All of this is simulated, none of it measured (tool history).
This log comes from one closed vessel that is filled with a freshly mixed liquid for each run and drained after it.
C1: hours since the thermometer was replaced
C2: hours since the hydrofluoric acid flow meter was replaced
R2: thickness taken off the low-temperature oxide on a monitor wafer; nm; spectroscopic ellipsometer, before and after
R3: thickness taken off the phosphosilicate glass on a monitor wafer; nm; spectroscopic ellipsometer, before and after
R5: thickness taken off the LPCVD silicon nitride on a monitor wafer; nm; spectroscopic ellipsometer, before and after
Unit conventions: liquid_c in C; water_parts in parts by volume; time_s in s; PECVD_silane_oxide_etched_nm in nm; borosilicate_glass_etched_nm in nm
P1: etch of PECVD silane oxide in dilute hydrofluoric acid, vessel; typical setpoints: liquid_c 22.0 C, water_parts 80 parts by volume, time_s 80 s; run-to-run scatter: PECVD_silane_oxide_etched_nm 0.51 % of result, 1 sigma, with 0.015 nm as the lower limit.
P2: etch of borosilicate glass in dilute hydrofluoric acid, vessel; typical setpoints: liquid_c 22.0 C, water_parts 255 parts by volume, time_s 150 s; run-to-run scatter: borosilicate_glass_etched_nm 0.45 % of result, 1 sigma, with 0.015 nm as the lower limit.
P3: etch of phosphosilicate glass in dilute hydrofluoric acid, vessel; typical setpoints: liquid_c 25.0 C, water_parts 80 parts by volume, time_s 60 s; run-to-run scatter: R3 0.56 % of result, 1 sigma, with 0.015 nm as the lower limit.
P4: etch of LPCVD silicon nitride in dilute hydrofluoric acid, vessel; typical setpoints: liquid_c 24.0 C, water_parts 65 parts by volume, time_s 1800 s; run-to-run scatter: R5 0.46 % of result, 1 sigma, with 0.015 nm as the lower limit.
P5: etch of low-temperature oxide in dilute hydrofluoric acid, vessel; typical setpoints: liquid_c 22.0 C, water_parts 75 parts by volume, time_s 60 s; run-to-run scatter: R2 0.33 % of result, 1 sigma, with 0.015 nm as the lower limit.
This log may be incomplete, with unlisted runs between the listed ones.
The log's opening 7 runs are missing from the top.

{"run": 8, "hour": 111.8, "process": "P1", "liquid_c": 22.0, "water_parts": 80, "time_s": 80, "C1": 944.6, "C2": 1709.2, "PECVD_silane_oxide_etched_nm": 47.435}
{"run": 9, "hour": 127.1, "process": "P1", "liquid_c": 22.0, "water_parts": 45, "time_s": 80, "C1": 959.9, "C2": 1724.5, "PECVD_silane_oxide_etched_nm": 88.565}
{"hour": 129.5, "done": "thermometer replaced"}
{"run": 10, "hour": 145.6, "process": "P5", "liquid_c": 30.0, "water_parts": 75, "time_s": 60, "C1": 16.2, "C2": 1743.0, "R2": 20.61}
{"run": 11, "hour": 156.5, "process": "P3", "liquid_c": 25.0, "water_parts": 145, "time_s": 60, "C1": 27.1, "C2": 1753.9, "R3": 72.927}
{"run": 12, "hour": 168.7, "process": "P5", "liquid_c": 22.0, "water_parts": 115, "time_s": 60, "C1": 39.3, "C2": 1766.1, "R2": 9.3263}
{"run": 13, "hour": 178.6, "process": "P2", "liquid_c": 17.0, "water_parts": 255, "time_s": 150, "C1": 49.2, "C2": 1776.0, "borosilicate_glass_etched_nm": 13.209}
{"run": 14, "hour": 194.0, "process": "P3", "liquid_c": 25.0, "water_parts": 80, "time_s": 60, "C1": 64.6, "C2": 1791.4, "R3": 143.45}
{"run": 15, "hour": 208.3, "process": "P1", "liquid_c": 22.0, "water_parts": 80, "time_s": 80, "C1": 78.9, "C2": 1805.7, "PECVD_silane_oxide_etched_nm": 47.608}
{"run": 16, "hour": 227.1, "process": "P4", "liquid_c": 24.0, "water_parts": 65, "time_s": 1800, "C1": 97.7, "C2": 1824.5, "R5": 12.114}
{"run": 17, "hour": 239.7, "process": "P1", "liquid_c": 17.0, "water_parts": 80, "time_s": 30, "C1": 110.3, "C2": 1837.1, "PECVD_silane_oxide_etched_nm": 14.424}
{"run": 18, "hour": 250.3, "process": "P2", "liquid_c": 22.0, "water_parts": 255, "time_s": 65, "C1": 120.9, "C2": 1847.7, "borosilicate_glass_etched_nm": 6.9603}
{"run": 19, "hour": 258.7, "process": "P1", "liquid_c": 17.0, "water_parts": 45, "time_s": 80, "C1": 129.3, "C2": 1856.1, "PECVD_silane_oxide_etched_nm": 70.423}
{"run": 20, "hour": 275.6, "process": "P3", "liquid_c": 25.0, "water_parts": 80, "time_s": 30, "C1": 146.2, "C2": 1873.0, "R3": 71.646}
{"run": 21, "hour": 285.0, "process": "P1", "liquid_c": 22.0, "water_parts": 140, "time_s": 80, "C1": 155.6, "C2": 1882.4, "PECVD_silane_oxide_etched_nm": 25.387}
{"run": 22, "hour": 293.9, "process": "P4", "liquid_c": 31.0, "water_parts": 65, "time_s": 1800, "C1": 164.5, "C2": 1891.3, "R5": 19.118}
{"run": 23, "hour": 306.5, "process": "P1", "liquid_c": 29.5, "water_parts": 80, "time_s": 150, "C1": 177.1, "C2": 1903.9, "PECVD_silane_oxide_etched_nm": 120.28}

What does the tool deliver on the next run?
{"run": 24, "hour": 315.3, "process": "P1", "liquid_c": 22.0, "water_parts": 80, "time_s": 80, "C1": 185.9, "C2": 1912.7, "PECVD_silane_oxide_etched_nm": "?"}

PECVD_silane_oxide_etched_nm: 47.303 nm
